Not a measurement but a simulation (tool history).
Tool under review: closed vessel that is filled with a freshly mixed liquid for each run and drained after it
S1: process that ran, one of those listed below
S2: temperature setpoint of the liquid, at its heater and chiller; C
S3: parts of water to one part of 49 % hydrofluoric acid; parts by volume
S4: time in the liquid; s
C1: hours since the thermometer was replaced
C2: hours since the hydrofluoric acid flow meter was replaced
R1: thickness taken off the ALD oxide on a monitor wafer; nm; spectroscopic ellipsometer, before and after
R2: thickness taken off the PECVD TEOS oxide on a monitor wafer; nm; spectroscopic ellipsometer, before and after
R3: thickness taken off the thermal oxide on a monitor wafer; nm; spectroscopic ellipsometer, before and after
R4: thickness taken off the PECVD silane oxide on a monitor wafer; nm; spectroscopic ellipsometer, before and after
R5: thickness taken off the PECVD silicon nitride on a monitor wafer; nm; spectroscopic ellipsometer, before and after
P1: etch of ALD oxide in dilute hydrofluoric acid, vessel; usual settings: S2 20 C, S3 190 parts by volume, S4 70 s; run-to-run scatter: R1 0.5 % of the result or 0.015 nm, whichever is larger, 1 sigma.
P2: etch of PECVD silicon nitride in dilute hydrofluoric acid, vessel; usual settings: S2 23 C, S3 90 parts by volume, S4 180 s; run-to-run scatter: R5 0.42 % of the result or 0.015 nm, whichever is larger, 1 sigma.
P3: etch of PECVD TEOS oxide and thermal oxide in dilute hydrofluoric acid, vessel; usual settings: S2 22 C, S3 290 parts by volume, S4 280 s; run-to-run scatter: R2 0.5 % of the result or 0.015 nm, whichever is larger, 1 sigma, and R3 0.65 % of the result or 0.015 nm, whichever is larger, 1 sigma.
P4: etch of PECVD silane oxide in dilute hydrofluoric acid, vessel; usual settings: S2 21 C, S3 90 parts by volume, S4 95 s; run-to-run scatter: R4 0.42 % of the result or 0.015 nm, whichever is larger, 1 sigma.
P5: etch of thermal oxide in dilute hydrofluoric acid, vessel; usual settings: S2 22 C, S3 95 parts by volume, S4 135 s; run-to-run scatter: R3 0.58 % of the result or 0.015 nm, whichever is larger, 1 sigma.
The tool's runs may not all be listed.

run,hour,S1,S2,S3,S4,C1,C2,R1,R2,R3,R4,R5
1,4.1,P1,20,190,70,1573.8,255.3,4.9244,,,,
2,7.7,P1,27.5,190,30,1577.4,258.9,2.7755,,,,
3,11.9,P3,22,55,280,1581.6,263.1,,47.535,22.662,,
4,18.5,P4,21,155,95,1588.2,269.7,,,,11.523,
5,24.6,P2,31,90,180,1594.3,275.8,,,,,9.094
6,31.4,P1,20,190,130,1601.1,282.6,9.1044,,,,
7,37.3,P4,21,90,95,1607,288.5,,,,21.189,
8,41.2,P4,21,90,50,1610.9,292.4,,,,11.25,
9,45.2,P1,20,190,40,1614.9,296.4,2.8228,,,,
10,48.5,P2,23,90,180,1618.2,299.7,,,,,5.3784
11,54.8,P3,22,290,280,1624.5,306,,6.9345,3.3574,,
12,59.9,P1,20,100,70,1629.6,311.1,10.264,,,,
13,67,P2,23,160,180,1636.7,318.2,,,,,3.0864
14,72,P4,29,90,95,1641.7,323.2,,,,29.29,
15,79.2,P1,17,190,70,1648.9,330.4,4.3665,,,,
16,86.7,P3,22,290,480,1656.4,337.9,,11.894,5.7203,,
17,90.3,P1,20,190,70,1660,341.5,4.9513,,,,
18,96.3,P5,22,175,135,1666,347.5,,,3.1762,,
19,101.7,P3,17,290,280,1671.4,352.9,,5.831,2.7651,,
20,108.5,P4,21,90,95,1678.2,359.7,,,,21.257,
21,114.1,P2,23,90,30,1683.8,365.3,,,,,0.88928
22,118.1,P1,24,190,120,1687.8,369.3,9.8949,,,,
23,122.3,P1,20,335,70,1692,373.5,2.4785,,,,
24,128.2,P5,22,95,35,1697.9,379.4,,,1.6715,,
25,135.2,P1,27.5,190,70,1704.9,386.4,6.47,,,,
26,141.3,P5,22,95,135,1711,392.5,,,6.4312,,
27,148.8,P1,20,190,70,1718.5,400,4.9161,,,,
28,155.8,P1,25,190,110,1725.5,407,9.4092,,,,
29,160.2,P1,20,190,70,1729.9,411.4,4.9009,,,,
30,164.7,P5,17,95,135,1734.4,415.9,,,5.2417,,
31,170.8,P3,22,290,280,1740.5,422,,6.9724,3.3424,,
32,174.4,P1,20,190,70,1744.1,425.6,4.8905,,,,
33,179.5,P1,20,190,70,1749.2,430.7,4.7246,,,,
34,186.2,P1,20,190,70,1755.9,437.4,4.6335,,,,
35,190,P1,20,190,70,1759.7,441.2,4.5948,,,,
36,194.7,P1,20,190,70,1764.4,445.9,4.5433,,,,
37,202,P1,20,190,70,1771.7,453.2,4.5721,,,,
38,209,P1,20,190,70,1778.7,460.2,4.4696,,,,

The output of P1 has drifted from where it used to be. Each of the 2 causes below, taken at the size shown beside it, accounts for the log equally well:
A: hydrofluoric acid flow below the setpoint (%) = 6.86
B: liquid colder than its thermometer reads (K) = 2.17
The gradual shift began around hour 174.4.

Each of the 4 check runs below uses one wafer; its results are left as question marks. Which run tells the causes apart?
check 1,216,P3,18,150,280,,,,?,?,,
check 2,216,P5,18,145,135,,,,,?,,
check 3,216,P4,29,135,95,,,,,,?,
check 4,216,P2,30.5,150,180,,,,,,,?

Predicted outcomes, by check and by cause:
check,result,if A,if B
check 1,R2,12.232,12.146
check 1,R3,5.886,5.8446
check 2,R3,3.1239,3.1002
check 3,R4,16.878,16.934
check 4,R5,4.8693,4.5803
How far apart the two closest causes lie, in the result that separates them most: check 1 0.71 %; check 2 0.76 %; check 3 0.33 %; check 4 6.12 %
Check 4 is the one run that separates the causes; every other check would come out nearly the same whichever cause is at work.

After running check 4, the following was obtained: R5 4.5631 nm. Which cause does this point to?

It was cause B: liquid colder than its thermometer reads (K).
